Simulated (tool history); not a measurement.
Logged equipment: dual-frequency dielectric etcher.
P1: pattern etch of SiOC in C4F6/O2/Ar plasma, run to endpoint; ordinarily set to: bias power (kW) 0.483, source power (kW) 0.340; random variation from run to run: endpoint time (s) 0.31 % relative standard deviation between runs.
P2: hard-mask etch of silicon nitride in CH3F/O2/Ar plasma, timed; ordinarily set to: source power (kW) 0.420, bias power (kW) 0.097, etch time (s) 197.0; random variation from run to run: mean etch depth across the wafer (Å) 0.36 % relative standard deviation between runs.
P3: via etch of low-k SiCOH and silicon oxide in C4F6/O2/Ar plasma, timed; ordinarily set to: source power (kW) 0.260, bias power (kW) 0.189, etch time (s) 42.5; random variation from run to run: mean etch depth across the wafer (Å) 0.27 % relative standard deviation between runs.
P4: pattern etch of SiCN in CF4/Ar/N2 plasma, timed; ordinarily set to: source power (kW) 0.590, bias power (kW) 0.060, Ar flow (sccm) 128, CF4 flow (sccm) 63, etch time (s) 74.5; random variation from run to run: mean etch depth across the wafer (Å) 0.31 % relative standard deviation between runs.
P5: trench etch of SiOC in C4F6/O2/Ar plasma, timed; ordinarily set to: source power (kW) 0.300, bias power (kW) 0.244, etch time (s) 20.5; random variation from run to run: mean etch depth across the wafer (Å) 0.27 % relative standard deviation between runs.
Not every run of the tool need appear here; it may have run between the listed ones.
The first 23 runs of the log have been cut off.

| run | day | process that ran | bias power (kW) | source power (kW) | etch time (s) | Ar flow (sccm) | CF4 flow (sccm) | hours since the last wet clean | hours since the last bias power generator calibration | hours since the last source power generator calibration | endpoint time (s) | mean etch depth across the wafer (Å) |
|---|---|---|---|---|---|---|---|---|---|---|---|---|
| 24 | 12.312 | P5 | 0.244 | 0.240 | 20.5 |  |  | 130.9 | 2824.5 | 1768.0 |  | 380.76 |
| 25 | 13.004 | P1 | 0.281 | 0.340 |  |  |  | 147.5 | 2841.1 | 1784.6 | 17.754 |  |
| 26 | 13.650 | P4 | 0.060 | 0.590 | 74.5 | 128 | 63 | 163.0 | 2856.6 | 1800.1 |  | 721.28 |
| 27 | 14.271 | P3 | 0.189 | 0.260 | 42.5 |  |  | 177.9 | 2871.5 | 1815.0 |  | 947.55 |
| 28 | 14.679 | P2 | 0.097 | 0.420 | 197.0 |  |  | 187.7 | 2881.3 | 1824.8 |  | 1551.80 |
| 29 | 15.321 | P4 | 0.060 | 0.590 | 74.5 | 95 | 63 | 203.1 | 2896.7 | 1840.2 |  | 752.66 |
| 30 | 15.796 | P1 | 0.483 | 0.340 |  |  |  | 214.5 | 2908.1 | 1851.6 | 14.523 |  |
| 31 | 16.242 | P1 | 0.298 | 0.250 |  |  |  | 225.2 | 2918.8 | 1862.3 | 19.495 |  |
| 32 | 16.733 | P2 | 0.097 | 0.300 | 197.0 |  |  | 237.0 | 2930.6 | 1874.1 |  | 1376.30 |

Forecast run 33:
| 33 | 17.396 | P1 | 0.483 | 0.340 |  |  |  | 252.9 | 2946.5 | 1890.0 | ? |  |

endpoint time (s): 14.650
